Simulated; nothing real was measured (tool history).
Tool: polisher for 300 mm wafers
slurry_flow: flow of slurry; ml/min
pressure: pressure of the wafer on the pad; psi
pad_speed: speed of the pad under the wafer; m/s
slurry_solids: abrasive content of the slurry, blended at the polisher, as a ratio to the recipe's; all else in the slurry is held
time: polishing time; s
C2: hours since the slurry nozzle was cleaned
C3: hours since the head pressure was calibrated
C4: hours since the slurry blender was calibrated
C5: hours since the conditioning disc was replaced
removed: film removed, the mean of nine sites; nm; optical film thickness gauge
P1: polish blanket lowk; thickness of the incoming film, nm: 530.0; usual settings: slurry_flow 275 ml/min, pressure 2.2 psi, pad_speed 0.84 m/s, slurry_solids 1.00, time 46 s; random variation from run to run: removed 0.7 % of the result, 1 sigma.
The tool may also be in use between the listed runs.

Run 1, hour 3.1: slurry_flow 275 ml/min, pressure 2.2 psi, pad_speed 0.84 m/s, slurry_solids 1.00, time 46 s; wafers polished on this pad 165; C2 45.5; C3 543.8; C4 210.6; C5 211.2. Result: removed 17.7450 nm.
Run 2, hour 7.8: slurry_flow 275 ml/min, pressure 2.2 psi, pad_speed 0.84 m/s, slurry_solids 1.45, time 46 s; wafers polished on this pad 215; C2 50.2; C3 548.5; C4 215.3; C5 215.9. Result: removed 20.5120 nm.
Run 3, hour 12.8: slurry_flow 275 ml/min, pressure 2.2 psi, pad_speed 0.84 m/s, slurry_solids 1.00, time 46 s; wafers polished on this pad 268; C2 55.2; C3 553.5; C4 220.3; C5 220.9. Result: removed 17.5990 nm.
At hour 17.8: conditioning disc replaced and pad reconditioned.
Run 4, hour 17.8: slurry_flow 275 ml/min, pressure 2.2 psi, pad_speed 0.84 m/s, slurry_solids 1.00, time 46 s; wafers polished on this pad 321; C2 60.2; C3 558.5; C4 225.3; C5 0.0. Result: removed 17.5820 nm.
Run 5, hour 21.9: slurry_flow 275 ml/min, pressure 2.2 psi, pad_speed 0.84 m/s, slurry_solids 1.00, time 46 s; wafers polished on this pad 365; C2 64.3; C3 562.6; C4 229.4; C5 4.1. Result: removed 17.7340 nm.
Run 6, hour 24.9: slurry_flow 350 ml/min, pressure 2.2 psi, pad_speed 0.84 m/s, slurry_solids 1.00, time 24 s; wafers polished on this pad 397; C2 67.3; C3 565.6; C4 232.4; C5 7.1. Result: removed 9.4216 nm.
Run 7, hour 27.6: slurry_flow 275 ml/min, pressure 2.2 psi, pad_speed 0.84 m/s, slurry_solids 1.00, time 21 s; wafers polished on this pad 426; C2 70.0; C3 568.3; C4 235.1; C5 9.8. Result: removed 8.1579 nm.
Run 8, hour 31.2: slurry_flow 165 ml/min, pressure 2.2 psi, pad_speed 0.84 m/s, slurry_solids 1.00, time 46 s; wafers polished on this pad 464; C2 73.6; C3 571.9; C4 238.7; C5 13.4. Result: removed 16.6650 nm.
Run 9, hour 34.0: slurry_flow 275 ml/min, pressure 2.2 psi, pad_speed 0.84 m/s, slurry_solids 1.00, time 61 s; wafers polished on this pad 494; C2 76.4; C3 574.7; C4 241.5; C5 16.2. Result: removed 23.5890 nm.
Run 10, hour 38.9: slurry_flow 275 ml/min, pressure 1.3 psi, pad_speed 0.84 m/s, slurry_solids 1.00, time 46 s; wafers polished on this pad 546; C2 81.3; C3 579.6; C4 246.4; C5 21.1. Result: removed 10.4600 nm.
Run 11, hour 43.1: slurry_flow 275 ml/min, pressure 2.2 psi, pad_speed 0.84 m/s, slurry_solids 1.00, time 46 s; wafers polished on this pad 591; C2 85.5; C3 583.8; C4 250.6; C5 25.3. Result: removed 17.8090 nm.
Run 12, hour 47.0: slurry_flow 275 ml/min, pressure 2.2 psi, pad_speed 0.84 m/s, slurry_solids 0.65, time 46 s; wafers polished on this pad 632; C2 89.4; C3 587.7; C4 254.5; C5 29.2. Result: removed 14.2740 nm.
At hour 51.8: slurry blender recalibrated.
Run 13, hour 52.3: slurry_flow 275 ml/min, pressure 2.2 psi, pad_speed 0.84 m/s, slurry_solids 1.00, time 46 s; wafers polished on this pad 689; C2 94.7; C3 593.0; C4 0.6; C5 34.5. Result: removed 17.7230 nm.
Run 14, hour 57.2: slurry_flow 275 ml/min, pressure 2.2 psi, pad_speed 1.18 m/s, slurry_solids 1.00, time 46 s; wafers polished on this pad 741; C2 99.6; C3 597.9; C4 5.5; C5 39.4. Result: removed 23.2700 nm.
Run 15, hour 60.8: slurry_flow 275 ml/min, pressure 2.2 psi, pad_speed 0.60 m/s, slurry_solids 1.00, time 46 s; wafers polished on this pad 779; C2 103.2; C3 601.5; C4 9.1; C5 43.0. Result: removed 13.5000 nm.
Run 16, hour 65.3: slurry_flow 275 ml/min, pressure 3.0 psi, pad_speed 0.84 m/s, slurry_solids 1.00, time 46 s; wafers polished on this pad 827; C2 107.7; C3 606.0; C4 13.6; C5 47.5. Result: removed 23.9050 nm.
Run 17, hour 69.7: slurry_flow 420 ml/min, pressure 2.2 psi, pad_speed 0.84 m/s, slurry_solids 1.00, time 46 s; wafers polished on this pad 874; C2 112.1; C3 610.4; C4 18.0; C5 51.9. Result: removed 18.2580 nm.
Run 18, hour 72.5: slurry_flow 275 ml/min, pressure 2.2 psi, pad_speed 0.84 m/s, slurry_solids 1.00, time 46 s; wafers polished on this pad 904; C2 114.9; C3 613.2; C4 20.8; C5 54.7. Result: removed 17.6830 nm.
Run 19, hour 76.7: slurry_flow 275 ml/min, pressure 2.2 psi, pad_speed 0.84 m/s, slurry_solids 1.00, time 46 s; wafers polished on this pad 949; C2 119.1; C3 617.4; C4 25.0; C5 58.9. Result: removed 16.8070 nm.
Run 20, hour 81.4: slurry_flow 275 ml/min, pressure 2.2 psi, pad_speed 0.84 m/s, slurry_solids 1.00, time 46 s; wafers polished on this pad 999; C2 123.8; C3 622.1; C4 29.7; C5 63.6. Result: removed 16.3130 nm.

Run 21 comes next. What will it give?
Run 21, hour 86.6: slurry_flow 275 ml/min, pressure 2.2 psi, pad_speed 0.84 m/s, slurry_solids 1.00, time 46 s; wafers polished on this pad 1054; C2 129.0; C3 627.3; C4 34.9; C5 68.8. Result: removed ?.

removed: 16.0780 nm
